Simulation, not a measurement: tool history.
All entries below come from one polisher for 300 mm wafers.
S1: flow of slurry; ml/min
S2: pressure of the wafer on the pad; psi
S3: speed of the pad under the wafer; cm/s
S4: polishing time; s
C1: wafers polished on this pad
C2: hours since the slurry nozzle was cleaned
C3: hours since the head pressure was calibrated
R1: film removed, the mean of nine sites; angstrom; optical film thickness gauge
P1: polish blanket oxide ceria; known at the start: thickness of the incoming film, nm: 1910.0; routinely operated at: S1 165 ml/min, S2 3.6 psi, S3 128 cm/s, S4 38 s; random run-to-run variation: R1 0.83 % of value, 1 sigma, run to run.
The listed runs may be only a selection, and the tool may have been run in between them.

{"run": 1, "hour": 5.2, "S1": 165, "S2": 3.6, "S3": 128, "S4": 38, "C1": 549, "C2": 350.5, "C3": 648.1, "R1": 2035.0}
{"run": 2, "hour": 10.9, "S1": 165, "S2": 3.6, "S3": 128, "S4": 55, "C1": 623, "C2": 356.2, "C3": 653.8, "R1": 2914.9}
{"run": 3, "hour": 17.1, "S1": 260, "S2": 3.6, "S3": 128, "S4": 38, "C1": 704, "C2": 362.4, "C3": 660.0, "R1": 2122.1}
{"run": 4, "hour": 21.4, "S1": 165, "S2": 3.6, "S3": 128, "S4": 38, "C1": 760, "C2": 366.7, "C3": 664.3, "R1": 2003.3}
{"run": 5, "hour": 27.7, "S1": 165, "S2": 3.6, "S3": 196, "S4": 38, "C1": 842, "C2": 373.0, "C3": 670.6, "R1": 3038.8}
{"run": 6, "hour": 31.3, "S1": 165, "S2": 1.8, "S3": 128, "S4": 38, "C1": 889, "C2": 376.6, "C3": 674.2, "R1": 996.13}
{"run": 7, "hour": 35.3, "S1": 165, "S2": 2.4, "S3": 82, "S4": 38, "C1": 941, "C2": 380.6, "C3": 678.2, "R1": 846.12}
{"run": 8, "hour": 40.8, "S1": 165, "S2": 3.6, "S3": 128, "S4": 38, "C1": 1013, "C2": 386.1, "C3": 683.7, "R1": 2012.1}
{"run": 9, "hour": 47.3, "S1": 165, "S2": 5.5, "S3": 128, "S4": 38, "C1": 1097, "C2": 392.6, "C3": 690.2, "R1": 3020.8}
{"run": 10, "hour": 54.1, "S1": 165, "S2": 3.6, "S3": 64, "S4": 38, "C1": 1186, "C2": 399.4, "C3": 697.0, "R1": 1002.9}
{"run": 11, "hour": 58.9, "S1": 165, "S2": 3.6, "S3": 128, "S4": 38, "C1": 1248, "C2": 404.2, "C3": 701.8, "R1": 2011.5}
{"run": 12, "hour": 62.4, "S1": 165, "S2": 3.6, "S3": 128, "S4": 38, "C1": 1294, "C2": 407.7, "C3": 705.3, "R1": 1990.5}
{"run": 13, "hour": 69.0, "S1": 165, "S2": 3.6, "S3": 128, "S4": 38, "C1": 1380, "C2": 414.3, "C3": 711.9, "R1": 1986.2}
{"run": 14, "hour": 72.5, "S1": 165, "S2": 3.6, "S3": 128, "S4": 25, "C1": 1425, "C2": 417.8, "C3": 715.4, "R1": 1341.7}
{"run": 15, "hour": 76.1, "S1": 105, "S2": 3.6, "S3": 128, "S4": 38, "C1": 1472, "C2": 421.4, "C3": 719.0, "R1": 1839.7}
{"run": 16, "hour": 80.1, "S1": 165, "S2": 3.6, "S3": 128, "S4": 38, "C1": 1524, "C2": 425.4, "C3": 723.0, "R1": 2016.8}
{"run": 17, "hour": 84.5, "S1": 165, "S2": 3.6, "S3": 128, "S4": 38, "C1": 1581, "C2": 429.8, "C3": 727.4, "R1": 1953.2}
{"run": 18, "hour": 90.3, "S1": 165, "S2": 3.6, "S3": 128, "S4": 38, "C1": 1657, "C2": 435.6, "C3": 733.2, "R1": 1896.7}
{"run": 19, "hour": 93.6, "S1": 165, "S2": 3.6, "S3": 128, "S4": 38, "C1": 1700, "C2": 438.9, "C3": 736.5, "R1": 1907.6}
{"run": 20, "hour": 99.7, "S1": 165, "S2": 3.6, "S3": 128, "S4": 38, "C1": 1779, "C2": 445.0, "C3": 742.6, "R1": 1886.0}
{"run": 21, "hour": 103.2, "S1": 165, "S2": 3.6, "S3": 128, "S4": 38, "C1": 1825, "C2": 448.5, "C3": 746.1, "R1": 1822.9}
{"hour": 105.1, "done": "worn pad replaced by a new one"}
{"run": 22, "hour": 109.0, "S1": 165, "S2": 3.6, "S3": 128, "S4": 38, "C1": 51, "C2": 454.3, "C3": 751.9, "R1": 1850.1}
{"run": 23, "hour": 112.5, "S1": 165, "S2": 3.6, "S3": 128, "S4": 38, "C1": 96, "C2": 457.8, "C3": 755.4, "R1": 1847.2}
{"run": 24, "hour": 117.6, "S1": 165, "S2": 3.6, "S3": 128, "S4": 38, "C1": 162, "C2": 462.9, "C3": 760.5, "R1": 1847.4}
{"run": 25, "hour": 123.5, "S1": 165, "S2": 3.6, "S3": 128, "S4": 38, "C1": 239, "C2": 468.8, "C3": 766.4, "R1": 1842.0}

What P1 gives has crept off from where it sat before. The 2 causes that follow fit the log equally well, each at the size noted:
A: slurry flow missing at the pad, % = 36.5
B: head's pressure below its setpoint, % = 8.47
At approximately hour 80.1, the process output began to creep.
The rest of the possible causes, and what rules out each one:
removal rate lost through wear of the pad, %: maintenance at hour 105.1, after the shift began, did not return the process to its former output

4 check runs are offered, each on 5 wafers whose results are averaged, their results left as question marks. Which one tells the causes apart?
{"run": "check 1", "hour": 129.4, "S1": 165, "S2": 3.6, "S3": 166, "S4": 38, "R1": "?"}
{"run": "check 2", "hour": 129.4, "S1": 165, "S2": 3.6, "S3": 128, "S4": 25, "R1": "?"}
{"run": "check 3", "hour": 129.4, "S1": 255, "S2": 5.4, "S3": 128, "S4": 38, "R1": "?"}
{"run": "check 4", "hour": 129.4, "S1": 165, "S2": 2.3, "S3": 164, "S4": 38, "R1": "?"}

What every check run would give for each of its results, assuming each possible cause in turn:
check=check_1 result=R1 if_A=2386.40 if_B=2386.20
check=check_2 result=R1 if_A=1210.60 if_B=1210.50
check=check_3 result=R1 if_A=3006.40 if_B=2919.20
check=check_4 result=R1 if_A=1506.30 if_B=1506.20
Smallest distance between any two causes, each pair judged by its most separating result, in per cent: check 1 0.01 %; check 2 0.01 %; check 3 2.94 %; check 4 0.01 %
The other checks would show nearly matching results whichever cause is true, so check 3 is the only one that separates the causes.

Running check 3 produced the following: R1 2932.50 angstrom. Which one of the listed causes fits?

It was cause B: head's pressure below its setpoint, %.
